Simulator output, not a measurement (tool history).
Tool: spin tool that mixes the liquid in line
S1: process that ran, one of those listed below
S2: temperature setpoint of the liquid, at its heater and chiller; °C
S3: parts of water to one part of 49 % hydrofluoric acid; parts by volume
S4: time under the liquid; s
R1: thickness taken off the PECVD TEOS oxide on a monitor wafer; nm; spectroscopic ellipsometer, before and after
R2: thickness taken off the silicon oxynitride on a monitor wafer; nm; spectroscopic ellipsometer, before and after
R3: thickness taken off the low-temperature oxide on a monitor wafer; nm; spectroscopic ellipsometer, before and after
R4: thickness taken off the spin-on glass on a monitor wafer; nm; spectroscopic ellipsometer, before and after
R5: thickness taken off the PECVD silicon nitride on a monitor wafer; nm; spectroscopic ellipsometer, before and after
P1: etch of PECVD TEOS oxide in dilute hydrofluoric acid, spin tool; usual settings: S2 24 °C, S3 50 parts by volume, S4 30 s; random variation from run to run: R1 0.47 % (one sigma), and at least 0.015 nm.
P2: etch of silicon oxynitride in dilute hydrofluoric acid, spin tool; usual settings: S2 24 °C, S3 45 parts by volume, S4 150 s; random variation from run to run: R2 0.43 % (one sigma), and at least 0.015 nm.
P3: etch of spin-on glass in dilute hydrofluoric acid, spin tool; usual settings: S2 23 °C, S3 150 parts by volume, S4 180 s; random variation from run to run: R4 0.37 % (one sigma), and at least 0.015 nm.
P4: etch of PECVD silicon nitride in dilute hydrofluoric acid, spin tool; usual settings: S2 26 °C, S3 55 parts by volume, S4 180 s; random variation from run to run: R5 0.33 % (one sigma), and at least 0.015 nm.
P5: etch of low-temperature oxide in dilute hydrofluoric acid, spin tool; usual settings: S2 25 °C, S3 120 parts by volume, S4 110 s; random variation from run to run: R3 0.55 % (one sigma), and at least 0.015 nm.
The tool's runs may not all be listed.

run     day  S1    S2   S3   S4      R1      R2      R3      R4      R5
  1   0.546  P1    24   50   30  13.166
  2   1.046  P1    24   50   30  13.216
  3   1.483  P2    24   45  150          13.689
  4   1.912  P5    25  120  110                  33.107
  5   2.492  P5    25  120  110                  32.794
  6   3.129  P3    27  150  180                           43.06
  7   3.504  P1    19   50   30  10.681
  8   3.808  P5    25  180  110                  20.469
  9     4.4  P1    24   90   30  6.9467
 10   5.054  P1    24   50   30  13.109
 11   5.588  P1    24   50   15  6.5404
 12       6  P2    24   45  150          13.703
 13   6.442  P1    24   85   15  3.6872
 14    6.85  P4    26   80  180                                  4.4134
 15   7.246  P1  28.5   50   30  15.707
 16   7.688  P3    23  150  180                          37.027
 17   8.342  P4  18.5   55  180                                  3.8063
 18   8.912  P5    25  120   15                  4.5101
 19   9.338  P3    23  150  180                           36.91
 20  10.033  P2    24   45   15          1.3869
 21  10.542  P5    30  120  110                  39.893

Forecast run 22:
 22  10.988  P3  23  35  180               ?

R4: 181.82 nm
